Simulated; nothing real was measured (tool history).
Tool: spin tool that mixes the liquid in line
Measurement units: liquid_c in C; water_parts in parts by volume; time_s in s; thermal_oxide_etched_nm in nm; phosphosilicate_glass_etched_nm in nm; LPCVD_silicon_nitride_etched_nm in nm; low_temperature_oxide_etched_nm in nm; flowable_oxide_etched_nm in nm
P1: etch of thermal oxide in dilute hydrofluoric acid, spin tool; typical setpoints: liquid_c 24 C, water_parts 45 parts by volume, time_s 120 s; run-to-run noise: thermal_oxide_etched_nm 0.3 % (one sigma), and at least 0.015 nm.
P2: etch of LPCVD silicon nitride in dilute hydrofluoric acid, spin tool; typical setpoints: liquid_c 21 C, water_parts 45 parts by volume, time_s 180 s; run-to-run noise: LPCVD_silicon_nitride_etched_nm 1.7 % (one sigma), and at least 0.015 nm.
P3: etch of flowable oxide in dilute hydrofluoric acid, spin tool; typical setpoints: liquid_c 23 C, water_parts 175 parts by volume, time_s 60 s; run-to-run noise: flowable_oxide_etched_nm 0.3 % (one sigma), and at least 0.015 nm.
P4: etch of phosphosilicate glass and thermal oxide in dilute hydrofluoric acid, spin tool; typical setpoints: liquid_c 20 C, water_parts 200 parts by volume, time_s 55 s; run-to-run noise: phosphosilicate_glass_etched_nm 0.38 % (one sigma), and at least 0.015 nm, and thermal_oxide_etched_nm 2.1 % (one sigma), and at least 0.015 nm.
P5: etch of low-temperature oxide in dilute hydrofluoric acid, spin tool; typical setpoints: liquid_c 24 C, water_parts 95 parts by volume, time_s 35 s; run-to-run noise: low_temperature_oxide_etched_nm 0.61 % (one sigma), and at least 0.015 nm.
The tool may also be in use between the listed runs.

| run | hour | process | liquid_c | water_parts | time_s | hours since the thermometer was replaced | hours since the hydrofluoric acid flow meter was replaced | thermal_oxide_etched_nm | phosphosilicate_glass_etched_nm | LPCVD_silicon_nitride_etched_nm | low_temperature_oxide_etched_nm | flowable_oxide_etched_nm |
|---|---|---|---|---|---|---|---|---|---|---|---|---|
| 1 | 16.5 | P1 | 24 | 45 | 120 | 1786.2 | 596.3 | 13.609 |  |  |  |  |
| 2 | 31.5 | P4 | 20 | 200 | 105 | 1801.2 | 611.3 | 1.9672 | 35.515 |  |  |  |
| 3 | 46.9 | P2 | 21 | 20 | 180 | 1816.6 | 626.7 |  |  | 3.3652 |  |  |
| 4 | 56.9 | P2 | 21 | 45 | 325 | 1826.6 | 636.7 |  |  | 2.8312 |  |  |
| 5 | 72.2 | P1 | 24 | 45 | 120 | 1841.9 | 652 | 13.662 |  |  |  |  |
| 6 | 83.2 | P1 | 24 | 45 | 35 | 1852.9 | 663 | 3.9795 |  |  |  |  |
| 7 | 99.5 | P5 | 24 | 20 | 35 | 1869.2 | 679.3 |  |  |  | 25.356 |  |
| 8 | 107.2 | P1 | 24 | 60 | 120 | 1876.9 | 687 | 10.035 |  |  |  |  |
| 9 | 123.7 | P2 | 21 | 45 | 180 | 1893.4 | 703.5 |  |  | 1.6264 |  |  |
| 10 | 132.7 | P4 | 17 | 200 | 55 | 1902.4 | 712.5 | 0.90714 | 16.521 |  |  |  |
| 11 | 142 | P1 | 18 | 45 | 120 | 1911.7 | 721.8 | 10.624 |  |  |  |  |
| 12 | 152.2 | P4 | 20 | 35 | 55 | 1921.9 | 732 | 6.849 | 127.46 |  |  |  |
| 13 | 165.8 | P3 | 23 | 175 | 60 | 1935.5 | 745.6 |  |  |  |  | 10.752 |
| 14 | 176.4 | P4 | 20 | 200 | 55 | 1946.1 | 756.2 | 1.0098 | 18.611 |  |  |  |
| 15 | 187 | P5 | 24 | 95 | 15 | 1956.7 | 766.8 |  |  |  | 2.0876 |  |
| 16 | 204.1 | P1 | 24 | 20 | 120 | 1973.8 | 783.9 | 31.687 |  |  |  |  |
| 17 | 217.2 | P1 | 24 | 45 | 120 | 1986.9 | 797 | 13.626 |  |  |  |  |
| 18 | 224.8 | P3 | 29.5 | 175 | 60 | 1994.5 | 804.6 |  |  |  |  | 13.701 |
|  | 226.9 | thermometer replaced |
| 19 | 235.6 | P1 | 24 | 45 | 120 | 8.8 | 815.4 | 13.626 |  |  |  |  |
| 20 | 247.7 | P5 | 24 | 95 | 35 | 20.9 | 827.5 |  |  |  | 4.8566 |  |
| 21 | 263.5 | P1 | 24 | 45 | 205 | 36.7 | 843.3 | 23.383 |  |  |  |  |
| 22 | 275.4 | P2 | 21 | 45 | 180 | 48.6 | 855.2 |  |  | 1.6162 |  |  |
| 23 | 286.3 | P3 | 23 | 175 | 100 | 59.5 | 866.1 |  |  |  |  | 17.987 |
| 24 | 294.1 | P2 | 17 | 45 | 180 | 67.3 | 873.9 |  |  | 1.2372 |  |  |
| 25 | 306.4 | P1 | 28 | 45 | 120 | 79.6 | 886.2 | 16.064 |  |  |  |  |
| 26 | 317.5 | P1 | 24 | 45 | 120 | 90.7 | 897.3 | 13.718 |  |  |  |  |
| 27 | 331.4 | P5 | 19.5 | 95 | 35 | 104.6 | 911.2 |  |  |  | 4.0776 |  |
| 28 | 345.4 | P3 | 23 | 35 | 60 | 118.6 | 925.2 |  |  |  |  | 63.451 |
| 29 | 358.7 | P1 | 24 | 45 | 120 | 131.9 | 938.5 | 13.646 |  |  |  |  |
| 30 | 375 | P1 | 27.5 | 60 | 120 | 148.2 | 954.8 | 11.543 |  |  |  |  |
| 31 | 384 | P1 | 24 | 45 | 120 | 157.2 | 963.8 | 13.723 |  |  |  |  |
| 32 | 391.6 | P1 | 24 | 45 | 120 | 164.8 | 971.4 | 13.402 |  |  |  |  |
| 33 | 399.9 | P1 | 24 | 45 | 120 | 173.1 | 979.7 | 13.122 |  |  |  |  |
| 34 | 414.7 | P1 | 24 | 45 | 120 | 187.9 | 994.5 | 12.868 |  |  |  |  |
| 35 | 427.4 | P1 | 24 | 45 | 120 | 200.6 | 1007.2 | 12.812 |  |  |  |  |
| 36 | 443.8 | P1 | 24 | 45 | 120 | 217 | 1023.6 | 12.645 |  |  |  |  |
| 37 | 458.1 | P1 | 24 | 45 | 120 | 231.3 | 1037.9 | 12.695 |  |  |  |  |
| 38 | 474.7 | P1 | 24 | 45 | 120 | 247.9 | 1054.5 | 12.665 |  |  |  |  |

The output of P1 has drifted from where it used to be. Each of the 2 causes below, taken at the size shown beside it, accounts for the log equally well:
A: hydrofluoric acid flow below the setpoint (%) = 7
B: liquid colder than its thermometer reads (K) = 1.86
Onset of the creep was near hour 384.

4 check runs are offered, each on 5 wafers whose results are averaged, their results left as question marks. Which one tells the causes apart?
| check 1 | 491.3 | P2 | 17 | 45 | 280 |  |  |  |  | ? |  |  |
| check 2 | 491.3 | P4 | 20 | 45 | 55 |  |  | ? | ? |  |  |  |
| check 3 | 491.3 | P5 | 24 | 20 | 15 |  |  |  |  |  | ? |  |
| check 4 | 491.3 | P3 | 23 | 35 | 60 |  |  |  |  |  |  | ? |

What every check run would give for each of its results, assuming each possible cause in turn:
| check | result | if A | if B |
|---|---|---|---|
| check 1 | LPCVD_silicon_nitride_etched_nm | 1.7437 | 1.6371 |
| check 2 | thermal_oxide_etched_nm | 4.9345 | 4.919 |
| check 2 | phosphosilicate_glass_etched_nm | 90.539 | 90.255 |
| check 3 | low_temperature_oxide_etched_nm | 10.092 | 10.049 |
| check 4 | flowable_oxide_etched_nm | 59.046 | 58.884 |
Smallest distance between any two causes, each pair judged by its most separating result, in per cent: check 1 6.31 %; check 2 0.31 %; check 3 0.42 %; check 4 0.27 %
The causes can be told apart only by check 1. The other checks would give nearly the same results under each of them.

Check 1 was carried out, with these results: LPCVD_silicon_nitride_etched_nm 1.6188 nm. Which of the listed causes is responsible?

B is the cause: liquid colder than its thermometer reads (K).
